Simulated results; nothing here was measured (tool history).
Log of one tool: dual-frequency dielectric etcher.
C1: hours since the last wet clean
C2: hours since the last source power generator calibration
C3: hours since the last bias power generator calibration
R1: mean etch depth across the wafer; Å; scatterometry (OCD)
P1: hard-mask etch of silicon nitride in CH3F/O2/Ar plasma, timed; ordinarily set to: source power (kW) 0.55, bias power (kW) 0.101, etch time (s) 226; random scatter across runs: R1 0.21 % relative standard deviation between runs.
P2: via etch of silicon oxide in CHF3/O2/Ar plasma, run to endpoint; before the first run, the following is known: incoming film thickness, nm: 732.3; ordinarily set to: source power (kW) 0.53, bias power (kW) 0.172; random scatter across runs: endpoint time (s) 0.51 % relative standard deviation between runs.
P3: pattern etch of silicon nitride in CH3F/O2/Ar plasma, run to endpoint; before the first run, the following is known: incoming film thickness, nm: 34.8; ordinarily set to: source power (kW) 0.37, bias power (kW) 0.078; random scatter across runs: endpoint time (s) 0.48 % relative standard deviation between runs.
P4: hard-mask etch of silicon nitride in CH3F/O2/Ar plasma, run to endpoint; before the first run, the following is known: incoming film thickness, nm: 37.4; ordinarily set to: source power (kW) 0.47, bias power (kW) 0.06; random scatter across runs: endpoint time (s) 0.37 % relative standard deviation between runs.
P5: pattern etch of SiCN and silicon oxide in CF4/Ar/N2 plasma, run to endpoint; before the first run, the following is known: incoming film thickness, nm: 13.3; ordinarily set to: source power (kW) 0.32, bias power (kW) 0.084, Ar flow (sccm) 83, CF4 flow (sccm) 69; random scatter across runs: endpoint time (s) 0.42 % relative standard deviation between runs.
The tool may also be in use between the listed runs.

run 1 hour=3.9 | process_that_ran=P1 source_power_(kW)=0.55 bias_power_(kW)=0.101 etch_time_(s)=226 | C1=222.8 C2=1188.9 C3=2442.9 | R1=1968.6
run 2 hour=8.3 | process_that_ran=P1 source_power_(kW)=0.55 bias_power_(kW)=0.101 etch_time_(s)=226 | C1=227.2 C2=1193.3 C3=2447.3 | R1=1976.1
run 3 hour=11 | process_that_ran=P5 source_power_(kW)=0.32 bias_power_(kW)=0.084 Ar_flow_(sccm)=83 CF4_flow_(sccm)=69 | C1=229.9 C2=1196 C3=2450 | endpoint_time_(s)=19.111
run 4 hour=15.2 | process_that_ran=P4 source_power_(kW)=0.47 bias_power_(kW)=0.06 | C1=234.1 C2=1200.2 C3=2454.2 | endpoint_time_(s)=54.108
run 5 hour=17.4 | process_that_ran=P1 source_power_(kW)=0.55 bias_power_(kW)=0.101 etch_time_(s)=226 | C1=236.3 C2=1202.4 C3=2456.4 | R1=1982.9
run 6 hour=20.5 | process_that_ran=P4 source_power_(kW)=0.47 bias_power_(kW)=0.035 | C1=239.4 C2=1205.5 C3=2459.5 | endpoint_time_(s)=63.913
run 7 hour=22.7 | process_that_ran=P1 source_power_(kW)=0.55 bias_power_(kW)=0.079 etch_time_(s)=226 | C1=241.6 C2=1207.7 C3=2461.7 | R1=1809
run 8 hour=25.6 | process_that_ran=P3 source_power_(kW)=0.49 bias_power_(kW)=0.078 | C1=244.5 C2=1210.6 C3=2464.6 | endpoint_time_(s)=45.858
run 9 hour=28.7 | process_that_ran=P1 source_power_(kW)=0.55 bias_power_(kW)=0.101 etch_time_(s)=161.5 | C1=247.6 C2=1213.7 C3=2467.7 | R1=1415
run 10 hour=31 | process_that_ran=P1 source_power_(kW)=0.55 bias_power_(kW)=0.101 etch_time_(s)=226 | C1=249.9 C2=1216 C3=2470 | R1=1969.8
run 11 hour=34.4 | process_that_ran=P1 source_power_(kW)=0.7 bias_power_(kW)=0.134 etch_time_(s)=226 | C1=253.3 C2=1219.4 C3=2473.4 | R1=2396.5
run 12 hour=38 | process_that_ran=P1 source_power_(kW)=0.55 bias_power_(kW)=0.101 etch_time_(s)=226 | C1=256.9 C2=1223 C3=2477 | R1=1978.1
run 13 hour=42.4 | process_that_ran=P5 source_power_(kW)=0.32 bias_power_(kW)=0.084 Ar_flow_(sccm)=110 CF4_flow_(sccm)=69 | C1=261.3 C2=1227.4 C3=2481.4 | endpoint_time_(s)=19.683
run 14 hour=45.9 | process_that_ran=P5 source_power_(kW)=0.45 bias_power_(kW)=0.084 Ar_flow_(sccm)=83 CF4_flow_(sccm)=69 | C1=264.8 C2=1230.9 C3=2484.9 | endpoint_time_(s)=14.071
run 15 hour=50 | process_that_ran=P2 source_power_(kW)=0.53 bias_power_(kW)=0.172 | C1=268.9 C2=1235 C3=2489 | endpoint_time_(s)=397.86
run 16 hour=54.1 | process_that_ran=P2 source_power_(kW)=0.53 bias_power_(kW)=0.101 | C1=273 C2=1239.1 C3=2493.1 | endpoint_time_(s)=465.92
run 17 hour=57 | process_that_ran=P5 source_power_(kW)=0.32 bias_power_(kW)=0.084 Ar_flow_(sccm)=83 CF4_flow_(sccm)=50 | C1=275.9 C2=1242 C3=2496 | endpoint_time_(s)=19.945
run 18 hour=59.1 | process_that_ran=P1 source_power_(kW)=0.55 bias_power_(kW)=0.101 etch_time_(s)=279.5 | C1=278 C2=1244.1 C3=2498.1 | R1=2449.4
run 19 hour=62.6 | process_that_ran=P1 source_power_(kW)=0.55 bias_power_(kW)=0.101 etch_time_(s)=226 | C1=281.5 C2=1247.6 C3=2501.6 | R1=1981.3
run 20 hour=65.2 | process_that_ran=P2 source_power_(kW)=0.53 bias_power_(kW)=0.172 | C1=284.1 C2=1250.2 C3=2504.2 | endpoint_time_(s)=394.22
run 21 hour=69.6 | process_that_ran=P2 source_power_(kW)=0.74 bias_power_(kW)=0.172 | C1=288.5 C2=1254.6 C3=2508.6 | endpoint_time_(s)=349.9
run 22 hour=74.4 | process_that_ran=P5 source_power_(kW)=0.32 bias_power_(kW)=0.054 Ar_flow_(sccm)=83 CF4_flow_(sccm)=69 | C1=293.3 C2=1259.4 C3=2513.4 | endpoint_time_(s)=21.852
run 23 hour=79.3 | process_that_ran=P1 source_power_(kW)=0.36 bias_power_(kW)=0.101 etch_time_(s)=226 | C1=298.2 C2=1264.3 C3=2518.3 | R1=1693.4
run 24 hour=81.9 | process_that_ran=P1 source_power_(kW)=0.55 bias_power_(kW)=0.131 etch_time_(s)=226 | C1=300.8 C2=1266.9 C3=2520.9 | R1=2169.8
run 25 hour=85.1 | process_that_ran=P3 source_power_(kW)=0.37 bias_power_(kW)=0.078 | C1=304 C2=1270.1 C3=2524.1 | endpoint_time_(s)=51.122
run 26 hour=88.3 | process_that_ran=P1 source_power_(kW)=0.55 bias_power_(kW)=0.069 etch_time_(s)=309.5 | C1=307.2 C2=1273.3 C3=2527.3 | R1=2377.5
run 27 hour=92.5 | process_that_ran=P1 source_power_(kW)=0.73 bias_power_(kW)=0.101 etch_time_(s)=226 | C1=311.4 C2=1277.5 C3=2531.5 | R1=2203.3
run 28 hour=95.3 | process_that_ran=P4 source_power_(kW)=0.47 bias_power_(kW)=0.06 | C1=314.2 C2=1280.3 C3=2534.3 | endpoint_time_(s)=54.08
run 29 hour=98.6 | process_that_ran=P3 source_power_(kW)=0.37 bias_power_(kW)=0.058 | C1=317.5 C2=1283.6 C3=2537.6 | endpoint_time_(s)=56.255
run 30 hour=100.9 | process_that_ran=P4 source_power_(kW)=0.29 bias_power_(kW)=0.06 | C1=319.8 C2=1285.9 C3=2539.9 | endpoint_time_(s)=64.926
run 31 hour=104.3 | process_that_ran=P5 source_power_(kW)=0.32 bias_power_(kW)=0.084 Ar_flow_(sccm)=83 CF4_flow_(sccm)=69 | C1=323.2 C2=1289.3 C3=2543.3 | endpoint_time_(s)=18.935
run 32 hour=107.4 | process_that_ran=P1 source_power_(kW)=0.55 bias_power_(kW)=0.101 etch_time_(s)=226 | C1=326.3 C2=1292.4 C3=2546.4 | R1=1968.1
run 33 hour=110.9 | process_that_ran=P1 source_power_(kW)=0.55 bias_power_(kW)=0.101 etch_time_(s)=226 | C1=329.8 C2=1295.9 C3=2549.9 | R1=1986.3
run 34 hour=113.3 | process_that_ran=P1 source_power_(kW)=0.55 bias_power_(kW)=0.101 etch_time_(s)=226 | C1=332.2 C2=1298.3 C3=2552.3 | R1=2000.1
run 35 hour=115.5 | process_that_ran=P1 source_power_(kW)=0.55 bias_power_(kW)=0.101 etch_time_(s)=226 | C1=334.4 C2=1300.5 C3=2554.5 | R1=2003.5
-- hour=117.6 wet clean of the chamber
run 36 hour=117.8 | process_that_ran=P1 source_power_(kW)=0.55 bias_power_(kW)=0.101 etch_time_(s)=226 | C1=0.2 C2=1302.8 C3=2556.8 | R1=2009.5
run 37 hour=122.2 | process_that_ran=P1 source_power_(kW)=0.55 bias_power_(kW)=0.101 etch_time_(s)=226 | C1=4.6 C2=1307.2 C3=2561.2 | R1=2010.3
run 38 hour=126.6 | process_that_ran=P1 source_power_(kW)=0.55 bias_power_(kW)=0.101 etch_time_(s)=226 | C1=9 C2=1311.6 C3=2565.6 | R1=2016.2

Compared with where it was, what P1 gives has crept away. Each cause listed below fits the log as well as the rest, at the size given for it:
A: source power that arrives over what is set, % = 4.54
B: bias power that arrives over what is set, % = 4.71
The onset of the drift is placed at about hour 107.4.
What rules out each remaining cause:
chamber walls in a state that raises the etch rate, %: maintenance at hour 117.6, after the shift began, did not return the process to its former output

Of the 4 check runs below, each run on 2 wafers with the results averaged and each result still a question mark, which one would tell the listed causes apart?
run check 1 hour=131 | process_that_ran=P3 source_power_(kW)=0.47 bias_power_(kW)=0.063 | endpoint_time_(s)=?
run check 2 hour=131 | process_that_ran=P2 source_power_(kW)=0.53 bias_power_(kW)=0.106 | endpoint_time_(s)=?
run check 3 hour=131 | process_that_ran=P5 source_power_(kW)=0.32 bias_power_(kW)=0.06 Ar_flow_(sccm)=83 CF4_flow_(sccm)=69 | endpoint_time_(s)=?
run check 4 hour=131 | process_that_ran=P4 source_power_(kW)=0.47 bias_power_(kW)=0.047 | endpoint_time_(s)=?

What every check run would give for each of its results, assuming each possible cause in turn:
check=check_1 result=endpoint_time_(s) if_A=48.955 if_B=49.049
check=check_2 result=endpoint_time_(s) if_A=453.58 if_B=455.21
check=check_3 result=endpoint_time_(s) if_A=20.421 if_B=20.925
check=check_4 result=endpoint_time_(s) if_A=57.614 if_B=57.812
Distance between the nearest two causes, measured in the result of the check that separates them most: check 1 0.19 %; check 2 0.36 %; check 3 2.44 %; check 4 0.34 %
Check 3 is the one run that separates the causes; every other check would come out nearly the same whichever cause is at work.

Check 3 was carried out, with these results: endpoint time (s) 20.503. Which of the listed causes is responsible?

It is A: source power that arrives over what is set, %.
